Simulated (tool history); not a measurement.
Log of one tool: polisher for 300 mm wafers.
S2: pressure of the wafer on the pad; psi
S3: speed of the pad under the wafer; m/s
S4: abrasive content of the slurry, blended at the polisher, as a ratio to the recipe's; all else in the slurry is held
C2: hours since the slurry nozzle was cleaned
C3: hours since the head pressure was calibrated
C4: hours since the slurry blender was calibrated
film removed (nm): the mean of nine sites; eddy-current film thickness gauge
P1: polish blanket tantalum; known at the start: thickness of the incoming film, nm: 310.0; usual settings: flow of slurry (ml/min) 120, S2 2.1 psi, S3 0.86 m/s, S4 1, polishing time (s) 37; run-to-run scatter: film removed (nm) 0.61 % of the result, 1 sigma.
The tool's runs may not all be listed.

run 1 day=0.229 | flow_of_slurry_(ml/min)=120 S2=2.1 S3=0.86 S4=1 polishing_time_(s)=37 | wafers_polished_on_this_pad=432 C2=239.5 C3=319 C4=60.7 | film_removed_(nm)=68.586
run 2 day=0.679 | flow_of_slurry_(ml/min)=120 S2=2.1 S3=0.86 S4=1 polishing_time_(s)=17 | wafers_polished_on_this_pad=554 C2=250.3 C3=329.8 C4=71.5 | film_removed_(nm)=31.607
run 3 day=1.15 | flow_of_slurry_(ml/min)=70 S2=2.1 S3=0.86 S4=1 polishing_time_(s)=37 | wafers_polished_on_this_pad=682 C2=261.6 C3=341.1 C4=82.8 | film_removed_(nm)=58.94
run 4 day=1.562 | flow_of_slurry_(ml/min)=180 S2=2.1 S3=0.86 S4=1 polishing_time_(s)=37 | wafers_polished_on_this_pad=794 C2=271.5 C3=351 C4=92.7 | film_removed_(nm)=73.738
run 5 day=1.958 | flow_of_slurry_(ml/min)=120 S2=2.1 S3=0.46 S4=1 polishing_time_(s)=37 | wafers_polished_on_this_pad=902 C2=281 C3=360.5 C4=102.2 | film_removed_(nm)=36.25
run 6 day=2.275 | flow_of_slurry_(ml/min)=120 S2=2.1 S3=0.86 S4=1 polishing_time_(s)=37 | wafers_polished_on_this_pad=988 C2=288.6 C3=368.1 C4=109.8 | film_removed_(nm)=68.964
run 7 day=2.688 | flow_of_slurry_(ml/min)=120 S2=2.1 S3=0.86 S4=1 polishing_time_(s)=37 | wafers_polished_on_this_pad=1100 C2=298.5 C3=378 C4=119.7 | film_removed_(nm)=67.939
run 8 day=2.992 | flow_of_slurry_(ml/min)=120 S2=2.1 S3=0.86 S4=1 polishing_time_(s)=37 | wafers_polished_on_this_pad=1183 C2=305.8 C3=385.3 C4=127 | film_removed_(nm)=69.238
run 9 day=3.358 | flow_of_slurry_(ml/min)=120 S2=2.1 S3=0.86 S4=1.45 polishing_time_(s)=25 | wafers_polished_on_this_pad=1282 C2=314.6 C3=394.1 C4=135.8 | film_removed_(nm)=51.291
run 10 day=3.742 | flow_of_slurry_(ml/min)=120 S2=2.1 S3=1.34 S4=1 polishing_time_(s)=37 | wafers_polished_on_this_pad=1387 C2=323.8 C3=403.3 C4=145 | film_removed_(nm)=107.12
run 11 day=4.142 | flow_of_slurry_(ml/min)=120 S2=2.1 S3=0.86 S4=1 polishing_time_(s)=56 | wafers_polished_on_this_pad=1495 C2=333.4 C3=412.9 C4=154.6 | film_removed_(nm)=102.75
-- day=4.504 worn pad replaced by a new one
run 12 day=4.583 | flow_of_slurry_(ml/min)=120 S2=2.1 S3=0.86 S4=1.4 polishing_time_(s)=37 | wafers_polished_on_this_pad=21 C2=344 C3=423.5 C4=165.2 | film_removed_(nm)=74.449
run 13 day=4.838 | flow_of_slurry_(ml/min)=120 S2=2.7 S3=0.86 S4=1 polishing_time_(s)=37 | wafers_polished_on_this_pad=90 C2=350.1 C3=429.6 C4=171.3 | film_removed_(nm)=87.595
run 14 day=5.175 | flow_of_slurry_(ml/min)=120 S2=2.1 S3=0.86 S4=0.55 polishing_time_(s)=37 | wafers_polished_on_this_pad=182 C2=358.2 C3=437.7 C4=179.4 | film_removed_(nm)=55.755
run 15 day=5.425 | flow_of_slurry_(ml/min)=120 S2=2.1 S3=0.86 S4=1 polishing_time_(s)=37 | wafers_polished_on_this_pad=250 C2=364.2 C3=443.7 C4=185.4 | film_removed_(nm)=68.421
run 16 day=5.892 | flow_of_slurry_(ml/min)=120 S2=2.1 S3=0.86 S4=1 polishing_time_(s)=37 | wafers_polished_on_this_pad=377 C2=375.4 C3=454.9 C4=196.6 | film_removed_(nm)=68.193
run 17 day=6.279 | flow_of_slurry_(ml/min)=120 S2=1 S3=0.86 S4=1 polishing_time_(s)=37 | wafers_polished_on_this_pad=482 C2=384.7 C3=464.2 C4=205.9 | film_removed_(nm)=32.564
run 18 day=6.7 | flow_of_slurry_(ml/min)=90 S2=2.1 S3=0.42 S4=1 polishing_time_(s)=37 | wafers_polished_on_this_pad=597 C2=394.8 C3=474.3 C4=216 | film_removed_(nm)=31.383
run 19 day=6.962 | flow_of_slurry_(ml/min)=120 S2=2.1 S3=0.86 S4=1 polishing_time_(s)=37 | wafers_polished_on_this_pad=668 C2=401.1 C3=480.6 C4=222.3 | film_removed_(nm)=69.17
run 20 day=7.321 | flow_of_slurry_(ml/min)=120 S2=2.1 S3=0.86 S4=1 polishing_time_(s)=37 | wafers_polished_on_this_pad=765 C2=409.7 C3=489.2 C4=230.9 | film_removed_(nm)=65.236
run 21 day=7.554 | flow_of_slurry_(ml/min)=120 S2=2.1 S3=0.86 S4=1 polishing_time_(s)=37 | wafers_polished_on_this_pad=829 C2=415.3 C3=494.8 C4=236.5 | film_removed_(nm)=63.78
-- day=7.788 slurry nozzle cleaned
run 22 day=7.996 | flow_of_slurry_(ml/min)=120 S2=2.1 S3=0.86 S4=1 polishing_time_(s)=37 | wafers_polished_on_this_pad=949 C2=5 C3=505.4 C4=247.1 | film_removed_(nm)=62.258
run 23 day=8.296 | flow_of_slurry_(ml/min)=120 S2=2.1 S3=0.86 S4=1 polishing_time_(s)=37 | wafers_polished_on_this_pad=1030 C2=12.2 C3=512.6 C4=254.3 | film_removed_(nm)=61.482
-- day=8.442 worn pad replaced by a new one
run 24 day=8.538 | flow_of_slurry_(ml/min)=120 S2=2.1 S3=0.86 S4=1 polishing_time_(s)=37 | wafers_polished_on_this_pad=26 C2=18 C3=518.4 C4=260.1 | film_removed_(nm)=60.47
run 25 day=8.862 | flow_of_slurry_(ml/min)=120 S2=2.1 S3=0.86 S4=1 polishing_time_(s)=37 | wafers_polished_on_this_pad=114 C2=25.8 C3=526.2 C4=267.9 | film_removed_(nm)=61.203
run 26 day=9.304 | flow_of_slurry_(ml/min)=120 S2=2.1 S3=0.86 S4=1 polishing_time_(s)=37 | wafers_polished_on_this_pad=234 C2=36.4 C3=536.8 C4=278.5 | film_removed_(nm)=60.24

What P1 gives has crept away from where it was. These 2 causes fit the log equally well, each at the size given:
A: abrasive missing from the slurry, % = 31.8
B: head's pressure below its setpoint, % = 11.7
The creep began at about day 6.962.
Why every other cause is out:
removal rate lost through wear of the pad, %: serviced at day 8.442, which brought nothing back
slurry flow missing at the pad, %: serviced at day 7.788, which brought nothing back

4 check runs are offered, each on 5 wafers whose results are averaged, their results left as question marks. Which one tells the causes apart?
run check 1 day=9.746 | flow_of_slurry_(ml/min)=120 S2=1.1 S3=0.86 S4=1 polishing_time_(s)=47 | film_removed_(nm)=?
run check 2 day=9.746 | flow_of_slurry_(ml/min)=180 S2=2.1 S3=0.86 S4=1 polishing_time_(s)=29 | film_removed_(nm)=?
run check 3 day=9.746 | flow_of_slurry_(ml/min)=85 S2=2.1 S3=0.86 S4=1.35 polishing_time_(s)=37 | film_removed_(nm)=?
run check 4 day=9.746 | flow_of_slurry_(ml/min)=120 S2=2.1 S3=0.46 S4=1 polishing_time_(s)=25 | film_removed_(nm)=?

What each check would give under each cause:
check=check_1 result=film_removed_(nm) if_A=40.224 if_B=40.249
check=check_2 result=film_removed_(nm) if_A=50.917 if_B=50.95
check=check_3 result=film_removed_(nm) if_A=61.365 if_B=59.96
check=check_4 result=film_removed_(nm) if_A=21.848 if_B=21.862
How far apart the two closest causes lie, in the result that separates them most: check 1 0.06 %; check 2 0.06 %; check 3 2.32 %; check 4 0.06 %
Check 3 tells the causes apart: in the others they would give nearly the same result.

Check 3 was then run and gave: film removed (nm) 61.192. Which cause is it?

It is A: abrasive missing from the slurry, %.

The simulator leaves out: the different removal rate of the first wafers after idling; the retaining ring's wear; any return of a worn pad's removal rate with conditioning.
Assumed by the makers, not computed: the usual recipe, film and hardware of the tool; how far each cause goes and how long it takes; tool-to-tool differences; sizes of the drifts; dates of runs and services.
